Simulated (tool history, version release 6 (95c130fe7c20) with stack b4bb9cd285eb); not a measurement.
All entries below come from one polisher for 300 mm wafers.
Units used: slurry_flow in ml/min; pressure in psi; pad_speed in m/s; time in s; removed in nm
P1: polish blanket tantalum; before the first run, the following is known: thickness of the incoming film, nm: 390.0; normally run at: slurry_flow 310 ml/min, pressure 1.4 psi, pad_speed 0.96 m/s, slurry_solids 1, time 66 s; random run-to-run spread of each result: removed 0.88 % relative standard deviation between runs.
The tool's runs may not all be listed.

run,day,slurry_flow,pressure,pad_speed,slurry_solids,time,wafers polished on this pad,hours since the slurry nozzle was cleaned,hours since the head pressure was calibrated,hours since the slurry blender was calibrated,removed
1,0.388,310,1.4,0.96,1,66,991,159.3,190.1,78.8,61.202
2,0.671,410,0.8,0.96,1,66,1088,166.1,196.9,85.6,35.856
3,0.979,310,1.4,0.46,1,66,1193,173.5,204.3,93,29.385
# day 1.092: head pressure recalibrated
# day 1.304: slurry nozzle cleaned
4,1.412,485,1.4,0.96,1,66,1341,2.7,7.8,103.4,62.605
5,1.696,310,1.4,1.44,1,66,1437,9.5,14.6,110.2,94.087
6,2.067,310,1.4,0.96,1,66,1563,18.4,23.5,119.1,61.695
7,2.5,310,1.4,0.96,1,66,1711,28.8,33.9,129.5,61.494
8,2.721,310,0.9,0.96,1,66,1786,34.1,39.2,134.8,39.255
9,3.062,310,1.4,0.96,1,98,1903,42.3,47.4,143,91.467
10,3.321,310,1.4,0.96,0.5,66,1991,48.5,53.6,149.2,47.67
11,3.617,310,2,0.96,1,66,2092,55.6,60.7,156.3,88.49
12,3.804,310,1.4,0.96,1,66,2156,60.1,65.2,160.8,61.855
13,4.079,310,1.4,0.96,1,66,2249,66.7,71.8,167.4,60.561
# day 4.371: slurry blender recalibrated
14,4.454,310,1.4,0.96,1,66,2377,75.7,80.8,2,60.856

Estimate the outcome of run 15 from the log above:
15,4.717,310,1.4,0.96,1,38,2467,82,87.1,8.3,?

For run 15 the tool returned removed 35.116 nm.
